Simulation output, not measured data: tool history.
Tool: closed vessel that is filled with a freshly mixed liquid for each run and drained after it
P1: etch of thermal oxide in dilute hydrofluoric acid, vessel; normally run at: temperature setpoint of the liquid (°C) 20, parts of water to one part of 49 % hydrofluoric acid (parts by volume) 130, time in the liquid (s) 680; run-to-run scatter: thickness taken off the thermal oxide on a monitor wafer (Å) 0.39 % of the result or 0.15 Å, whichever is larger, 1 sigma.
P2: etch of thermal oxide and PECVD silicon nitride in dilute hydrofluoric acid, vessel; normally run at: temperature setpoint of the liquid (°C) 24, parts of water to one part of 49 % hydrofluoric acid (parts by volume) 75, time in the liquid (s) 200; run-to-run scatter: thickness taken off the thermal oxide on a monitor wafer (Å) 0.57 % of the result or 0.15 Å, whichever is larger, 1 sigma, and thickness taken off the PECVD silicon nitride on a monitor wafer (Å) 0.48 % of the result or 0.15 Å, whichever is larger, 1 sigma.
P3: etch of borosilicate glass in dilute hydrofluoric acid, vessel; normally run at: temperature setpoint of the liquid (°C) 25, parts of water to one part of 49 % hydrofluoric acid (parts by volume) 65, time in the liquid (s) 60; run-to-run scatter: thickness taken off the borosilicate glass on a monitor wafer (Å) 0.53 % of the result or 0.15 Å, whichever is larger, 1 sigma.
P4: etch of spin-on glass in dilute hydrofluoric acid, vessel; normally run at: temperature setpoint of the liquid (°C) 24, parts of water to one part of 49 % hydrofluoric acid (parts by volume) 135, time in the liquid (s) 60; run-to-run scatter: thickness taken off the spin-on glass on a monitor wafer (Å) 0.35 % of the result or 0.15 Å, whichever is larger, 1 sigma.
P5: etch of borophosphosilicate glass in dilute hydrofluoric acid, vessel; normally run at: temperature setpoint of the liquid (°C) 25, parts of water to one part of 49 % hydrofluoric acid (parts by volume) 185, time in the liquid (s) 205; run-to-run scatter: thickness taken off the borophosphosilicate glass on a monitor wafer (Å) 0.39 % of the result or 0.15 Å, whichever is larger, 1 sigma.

| run | hour | process that ran | temperature setpoint of the liquid (°C) | parts of water to one part of 49 % hydrofluoric acid (parts by volume) | time in the liquid (s) | hours since the thermometer was replaced | hours since the hydrofluoric acid flow meter was replaced | thickness taken off the thermal oxide on a monitor wafer (Å) | thickness taken off the borophosphosilicate glass on a monitor wafer (Å) | thickness taken off the borosilicate glass on a monitor wafer (Å) | thickness taken off the PECVD silicon nitride on a monitor wafer (Å) | thickness taken off the spin-on glass on a monitor wafer (Å) |
|---|---|---|---|---|---|---|---|---|---|---|---|---|
| 1 | 4 | P1 | 20 | 130 | 680 | 792 | 749.4 | 202.69 |  |  |  |  |
| 2 | 8.1 | P5 | 25 | 185 | 30 | 796.1 | 753.5 |  | 48.88 |  |  |  |
| 3 | 14.3 | P1 | 17 | 130 | 680 | 802.3 | 759.7 | 179.36 |  |  |  |  |
| 4 | 18.9 | P3 | 25 | 65 | 60 | 806.9 | 764.3 |  |  | 340.07 |  |  |
| 5 | 26.6 | P2 | 24 | 75 | 200 | 814.6 | 772 | 131.93 |  |  | 86.032 |  |
| 6 | 32.9 | P3 | 33 | 65 | 60 | 820.9 | 778.3 |  |  | 470.6 |  |  |
| 7 | 38.2 | P1 | 20 | 30 | 680 | 826.2 | 783.6 | 990.43 |  |  |  |  |
| 8 | 44.8 | P1 | 20 | 130 | 680 | 832.8 | 790.2 | 202.8 |  |  |  |  |
| 9 | 52.7 | P2 | 24 | 75 | 360 | 840.7 | 798.1 | 236.88 |  |  | 154.6 |  |
| 10 | 58 | P1 | 20 | 130 | 325 | 846 | 803.4 | 97.915 |  |  |  |  |
| 11 | 63.7 | P5 | 25 | 185 | 205 | 851.7 | 809.1 |  | 334.9 |  |  |  |
| 12 | 70.3 | P1 | 20 | 215 | 680 | 858.3 | 815.7 | 112.17 |  |  |  |  |
| 13 | 78.4 | P4 | 18.5 | 135 | 60 | 866.4 | 823.8 |  |  |  |  | 135.36 |
| 14 | 85.1 | P3 | 25 | 65 | 60 | 873.1 | 830.5 |  |  | 341.49 |  |  |
| 15 | 92.8 | P4 | 24 | 30 | 60 | 880.8 | 838.2 |  |  |  |  | 861.18 |
| 16 | 98.9 | P3 | 25 | 65 | 30 | 886.9 | 844.3 |  |  | 169.59 |  |  |
| 17 | 105.4 | P1 | 20 | 130 | 1120 | 893.4 | 850.8 | 335.61 |  |  |  |  |
| 18 | 112.7 | P5 | 25 | 290 | 205 | 900.7 | 858.1 |  | 191.95 |  |  |  |
| 19 | 117.1 | P1 | 20 | 50 | 400 | 905.1 | 862.5 | 340 |  |  |  |  |
| 20 | 125.1 | P3 | 25 | 20 | 60 | 913.1 | 870.5 |  |  | 1187.8 |  |  |

Forecast run 21:
| 21 | 130 | P1 | 20 | 130 | 680 | 918 | 875.4 | ? |  |  |  |  |

Run 21 gave thickness taken off the thermal oxide on a monitor wafer (Å) 203.94.
